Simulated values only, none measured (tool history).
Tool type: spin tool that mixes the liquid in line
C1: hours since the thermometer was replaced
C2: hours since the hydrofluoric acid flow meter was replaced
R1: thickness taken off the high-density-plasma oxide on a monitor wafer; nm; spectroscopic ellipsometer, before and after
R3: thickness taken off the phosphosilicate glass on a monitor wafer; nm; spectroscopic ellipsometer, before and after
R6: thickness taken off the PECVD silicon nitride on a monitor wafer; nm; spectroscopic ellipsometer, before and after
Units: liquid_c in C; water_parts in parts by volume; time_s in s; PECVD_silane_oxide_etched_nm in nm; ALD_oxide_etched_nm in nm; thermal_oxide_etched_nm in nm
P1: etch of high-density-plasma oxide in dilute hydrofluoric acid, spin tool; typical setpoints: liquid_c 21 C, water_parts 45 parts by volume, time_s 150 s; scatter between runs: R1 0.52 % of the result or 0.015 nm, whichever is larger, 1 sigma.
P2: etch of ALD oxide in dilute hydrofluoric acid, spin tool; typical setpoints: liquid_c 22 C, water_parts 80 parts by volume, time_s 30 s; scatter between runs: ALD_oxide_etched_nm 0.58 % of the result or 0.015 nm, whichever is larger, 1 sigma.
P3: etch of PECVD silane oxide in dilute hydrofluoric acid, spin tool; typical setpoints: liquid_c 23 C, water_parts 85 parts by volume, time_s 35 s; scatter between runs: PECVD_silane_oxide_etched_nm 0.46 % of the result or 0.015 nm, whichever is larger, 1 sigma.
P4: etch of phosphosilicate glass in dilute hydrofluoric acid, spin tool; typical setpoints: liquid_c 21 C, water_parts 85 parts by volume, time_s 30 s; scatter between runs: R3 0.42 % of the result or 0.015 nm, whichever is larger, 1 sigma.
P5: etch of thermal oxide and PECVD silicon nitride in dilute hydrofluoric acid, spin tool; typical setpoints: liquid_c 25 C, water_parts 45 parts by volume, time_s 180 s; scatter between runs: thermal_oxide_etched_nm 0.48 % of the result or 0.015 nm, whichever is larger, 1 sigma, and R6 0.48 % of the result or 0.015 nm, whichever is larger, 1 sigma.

{"run": 1, "hour": 5.2, "process": "P1", "liquid_c": 21, "water_parts": 45, "time_s": 150, "C1": 1860.8, "C2": 976.8, "R1": 15.87}
{"run": 2, "hour": 12.1, "process": "P3", "liquid_c": 23, "water_parts": 85, "time_s": 70, "C1": 1867.7, "C2": 983.7, "PECVD_silane_oxide_etched_nm": 20.438}
{"run": 3, "hour": 16.2, "process": "P1", "liquid_c": 21, "water_parts": 70, "time_s": 225, "C1": 1871.8, "C2": 987.8, "R1": 14.9}
{"run": 4, "hour": 21.1, "process": "P4", "liquid_c": 21, "water_parts": 85, "time_s": 15, "C1": 1876.7, "C2": 992.7, "R3": 15.203}
{"run": 5, "hour": 26.4, "process": "P2", "liquid_c": 22, "water_parts": 50, "time_s": 30, "C1": 1882, "C2": 998, "ALD_oxide_etched_nm": 8.0811}
{"run": 6, "hour": 32.7, "process": "P5", "liquid_c": 30.5, "water_parts": 45, "time_s": 180, "C1": 1888.3, "C2": 1004.3, "thermal_oxide_etched_nm": 26.134, "R6": 20.394}
{"hour": 37.2, "done": "hydrofluoric acid flow meter replaced"}
{"run": 7, "hour": 39.4, "process": "P1", "liquid_c": 21, "water_parts": 45, "time_s": 70, "C1": 1895, "C2": 2.3, "R1": 7.3976}
{"run": 8, "hour": 44.4, "process": "P2", "liquid_c": 22, "water_parts": 80, "time_s": 30, "C1": 1900, "C2": 7.3, "ALD_oxide_etched_nm": 4.835}
{"run": 9, "hour": 49.2, "process": "P3", "liquid_c": 23, "water_parts": 35, "time_s": 35, "C1": 1904.8, "C2": 12.1, "PECVD_silane_oxide_etched_nm": 26.588}
{"run": 10, "hour": 56.6, "process": "P5", "liquid_c": 25, "water_parts": 60, "time_s": 180, "C1": 1912.2, "C2": 19.5, "thermal_oxide_etched_nm": 15.499, "R6": 10.733}
{"run": 11, "hour": 63.7, "process": "P5", "liquid_c": 25, "water_parts": 45, "time_s": 180, "C1": 1919.3, "C2": 26.6, "thermal_oxide_etched_nm": 20.904, "R6": 14.293}
{"run": 12, "hour": 69.4, "process": "P1", "liquid_c": 21, "water_parts": 45, "time_s": 150, "C1": 1925, "C2": 32.3, "R1": 15.855}
{"run": 13, "hour": 72.9, "process": "P4", "liquid_c": 21, "water_parts": 85, "time_s": 30, "C1": 1928.5, "C2": 35.8, "R3": 30.337}
{"run": 14, "hour": 79.4, "process": "P1", "liquid_c": 21, "water_parts": 45, "time_s": 150, "C1": 1935, "C2": 42.3, "R1": 15.783}
{"run": 15, "hour": 83.6, "process": "P2", "liquid_c": 28.5, "water_parts": 80, "time_s": 30, "C1": 1939.2, "C2": 46.5, "ALD_oxide_etched_nm": 6.3473}
{"run": 16, "hour": 87.7, "process": "P1", "liquid_c": 21, "water_parts": 75, "time_s": 150, "C1": 1943.3, "C2": 50.6, "R1": 9.2229}
{"run": 17, "hour": 93.2, "process": "P4", "liquid_c": 17, "water_parts": 85, "time_s": 30, "C1": 1948.8, "C2": 56.1, "R3": 25.674}
{"run": 18, "hour": 97.5, "process": "P2", "liquid_c": 22, "water_parts": 80, "time_s": 30, "C1": 1953.1, "C2": 60.4, "ALD_oxide_etched_nm": 4.7709}
{"run": 19, "hour": 101.0, "process": "P1", "liquid_c": 21, "water_parts": 70, "time_s": 225, "C1": 1956.6, "C2": 63.9, "R1": 14.847}
{"run": 20, "hour": 104.6, "process": "P1", "liquid_c": 25.5, "water_parts": 45, "time_s": 150, "C1": 1960.2, "C2": 67.5, "R1": 19.323}
{"run": 21, "hour": 111.2, "process": "P1", "liquid_c": 21, "water_parts": 45, "time_s": 235, "C1": 1966.8, "C2": 74.1, "R1": 24.799}
{"run": 22, "hour": 118.0, "process": "P1", "liquid_c": 21, "water_parts": 30, "time_s": 150, "C1": 1973.6, "C2": 80.9, "R1": 24.285}
{"run": 23, "hour": 125.1, "process": "P4", "liquid_c": 21, "water_parts": 45, "time_s": 30, "C1": 1980.7, "C2": 88, "R3": 60.15}
{"run": 24, "hour": 128.5, "process": "P5", "liquid_c": 25, "water_parts": 45, "time_s": 365, "C1": 1984.1, "C2": 91.4, "thermal_oxide_etched_nm": 42.74, "R6": 28.98}
{"run": 25, "hour": 132.7, "process": "P1", "liquid_c": 21, "water_parts": 45, "time_s": 150, "C1": 1988.3, "C2": 95.6, "R1": 15.923}
{"run": 26, "hour": 140.1, "process": "P2", "liquid_c": 22, "water_parts": 80, "time_s": 15, "C1": 1995.7, "C2": 103, "ALD_oxide_etched_nm": 2.3752}
{"run": 27, "hour": 144.6, "process": "P3", "liquid_c": 30, "water_parts": 85, "time_s": 35, "C1": 2000.2, "C2": 107.5, "PECVD_silane_oxide_etched_nm": 13.385}
{"run": 28, "hour": 149.7, "process": "P1", "liquid_c": 17, "water_parts": 45, "time_s": 150, "C1": 2005.3, "C2": 112.6, "R1": 13.408}
{"run": 29, "hour": 154.0, "process": "P1", "liquid_c": 17, "water_parts": 25, "time_s": 150, "C1": 2009.6, "C2": 116.9, "R1": 24.629}

Forecast run 30:
{"run": 30, "hour": 160.3, "process": "P3", "liquid_c": 23, "water_parts": 85, "time_s": 35, "C1": 2015.9, "C2": 123.2, "PECVD_silane_oxide_etched_nm": "?"}

PECVD_silane_oxide_etched_nm: 10.156 nm
